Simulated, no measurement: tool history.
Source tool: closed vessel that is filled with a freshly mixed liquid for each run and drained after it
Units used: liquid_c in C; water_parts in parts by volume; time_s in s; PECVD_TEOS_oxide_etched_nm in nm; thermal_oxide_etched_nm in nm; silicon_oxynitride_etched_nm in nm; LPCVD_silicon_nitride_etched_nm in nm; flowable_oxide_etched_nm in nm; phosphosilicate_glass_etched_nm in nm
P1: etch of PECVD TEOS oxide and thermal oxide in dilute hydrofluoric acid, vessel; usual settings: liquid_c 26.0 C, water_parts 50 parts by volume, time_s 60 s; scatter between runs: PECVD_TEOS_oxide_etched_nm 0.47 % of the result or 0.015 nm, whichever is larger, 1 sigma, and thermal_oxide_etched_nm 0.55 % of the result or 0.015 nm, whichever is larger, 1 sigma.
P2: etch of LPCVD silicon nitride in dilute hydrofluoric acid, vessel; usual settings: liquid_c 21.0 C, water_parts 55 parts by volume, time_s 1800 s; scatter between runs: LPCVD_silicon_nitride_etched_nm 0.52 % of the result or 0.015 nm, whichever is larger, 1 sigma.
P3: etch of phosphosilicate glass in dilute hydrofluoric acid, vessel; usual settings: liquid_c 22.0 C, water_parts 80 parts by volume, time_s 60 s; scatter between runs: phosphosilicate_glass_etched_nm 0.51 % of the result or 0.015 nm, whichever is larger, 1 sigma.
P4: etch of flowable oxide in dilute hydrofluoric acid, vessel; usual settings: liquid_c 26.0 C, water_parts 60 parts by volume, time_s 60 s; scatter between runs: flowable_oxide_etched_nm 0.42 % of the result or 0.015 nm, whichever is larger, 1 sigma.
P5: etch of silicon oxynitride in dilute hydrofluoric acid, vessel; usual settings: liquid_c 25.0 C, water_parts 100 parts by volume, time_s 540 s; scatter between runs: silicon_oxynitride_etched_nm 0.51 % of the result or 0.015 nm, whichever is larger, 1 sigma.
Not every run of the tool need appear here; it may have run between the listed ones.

| run | hour | process | liquid_c | water_parts | time_s | PECVD_TEOS_oxide_etched_nm | thermal_oxide_etched_nm | silicon_oxynitride_etched_nm | LPCVD_silicon_nitride_etched_nm | flowable_oxide_etched_nm | phosphosilicate_glass_etched_nm |
|---|---|---|---|---|---|---|---|---|---|---|---|
| 1 | 3.7 | P1 | 26.0 | 50 | 60 | 26.455 | 7.0707 |  |  |  |  |
| 2 | 7.0 | P1 | 26.0 | 25 | 60 | 55.049 | 14.5300 |  |  |  |  |
| 3 | 11.5 | P5 | 25.0 | 155 | 540 |  |  | 6.4377 |  |  |  |
| 4 | 17.9 | P5 | 30.0 | 100 | 540 |  |  | 12.9750 |  |  |  |
| 5 | 23.2 | P2 | 27.5 | 55 | 1800 |  |  |  | 21.0730 |  |  |
| 6 | 26.8 | P1 | 26.0 | 50 | 60 | 26.488 | 7.0124 |  |  |  |  |
|  | 30.1 | thermometer replaced |
| 7 | 31.6 | P2 | 21.0 | 55 | 280 |  |  |  | 2.1081 |  |  |
| 8 | 37.1 | P5 | 25.0 | 100 | 540 |  |  | 10.4650 |  |  |  |
| 9 | 40.4 | P1 | 26.0 | 50 | 60 | 26.521 | 6.9678 |  |  |  |  |
| 10 | 43.8 | P1 | 31.0 | 50 | 60 | 32.486 | 8.5981 |  |  |  |  |
| 11 | 50.5 | P4 | 19.0 | 60 | 60 |  |  |  |  | 43.748 |  |
| 12 | 55.1 | P2 | 21.0 | 55 | 1800 |  |  |  | 13.5410 |  |  |
| 13 | 62.1 | P5 | 25.0 | 100 | 270 |  |  | 5.1746 |  |  |  |
| 14 | 66.1 | P4 | 26.0 | 60 | 60 |  |  |  |  | 58.362 |  |
| 15 | 72.8 | P3 | 17.0 | 80 | 60 |  |  |  |  |  | 57.045 |
| 16 | 77.6 | P3 | 22.0 | 80 | 60 |  |  |  |  |  | 69.287 |
| 17 | 84.8 | P1 | 26.0 | 50 | 30 | 13.266 | 3.4933 |  |  |  |  |
| 18 | 90.2 | P1 | 21.0 | 50 | 60 | 21.477 | 5.6451 |  |  |  |  |
| 19 | 96.6 | P1 | 26.0 | 50 | 60 | 26.397 | 6.9817 |  |  |  |  |
| 20 | 103.2 | P4 | 26.0 | 60 | 100 |  |  |  |  | 96.985 |  |
| 21 | 109.9 | P2 | 21.0 | 20 | 1800 |  |  |  | 35.9060 |  |  |
| 22 | 114.3 | P3 | 22.0 | 125 | 60 |  |  |  |  |  | 42.385 |
| 23 | 119.7 | P5 | 25.0 | 100 | 540 |  |  | 10.4180 |  |  |  |
| 24 | 125.5 | P1 | 20.0 | 90 | 60 | 10.995 | 2.8625 |  |  |  |  |
| 25 | 129.1 | P1 | 26.0 | 80 | 60 | 15.820 | 4.1789 |  |  |  |  |
| 26 | 132.9 | P1 | 26.0 | 50 | 110 | 48.701 | 12.8580 |  |  |  |  |
| 27 | 136.6 | P4 | 26.0 | 110 | 60 |  |  |  |  | 29.573 |  |
| 28 | 143.9 | P1 | 26.0 | 50 | 60 | 26.590 | 6.9937 |  |  |  |  |
| 29 | 150.8 | P4 | 26.0 | 60 | 60 |  |  |  |  | 57.948 |  |
| 30 | 155.5 | P3 | 22.0 | 80 | 90 |  |  |  |  |  | 105.040 |
| 31 | 161.9 | P2 | 21.0 | 55 | 1800 |  |  |  | 13.3250 |  |  |
| 32 | 169.3 | P3 | 22.0 | 80 | 60 |  |  |  |  |  | 69.866 |
| 33 | 174.0 | P1 | 26.0 | 50 | 60 | 26.435 | 6.9323 |  |  |  |  |
| 34 | 180.9 | P1 | 26.0 | 50 | 60 | 25.526 | 6.7291 |  |  |  |  |
| 35 | 184.7 | P1 | 26.0 | 50 | 60 | 25.461 | 6.6710 |  |  |  |  |
| 36 | 190.0 | P1 | 26.0 | 50 | 60 | 25.171 | 6.6625 |  |  |  |  |
| 37 | 194.6 | P1 | 26.0 | 50 | 60 | 25.222 | 6.6713 |  |  |  |  |
| 38 | 198.2 | P1 | 26.0 | 50 | 60 | 24.859 | 6.6031 |  |  |  |  |
| 39 | 204.3 | P1 | 26.0 | 50 | 60 | 24.904 | 6.5556 |  |  |  |  |
| 40 | 209.1 | P1 | 26.0 | 50 | 60 | 24.869 | 6.5412 |  |  |  |  |

Run 41 has not been measured yet. What should we expect?
| 41 | 214.2 | P1 | 26.0 | 50 | 60 | ? | ? |  |  |  |  |

{"run 41": {"PECVD_TEOS_oxide_etched_nm": 24.611, "thermal_oxide_etched_nm": 6.5888}}

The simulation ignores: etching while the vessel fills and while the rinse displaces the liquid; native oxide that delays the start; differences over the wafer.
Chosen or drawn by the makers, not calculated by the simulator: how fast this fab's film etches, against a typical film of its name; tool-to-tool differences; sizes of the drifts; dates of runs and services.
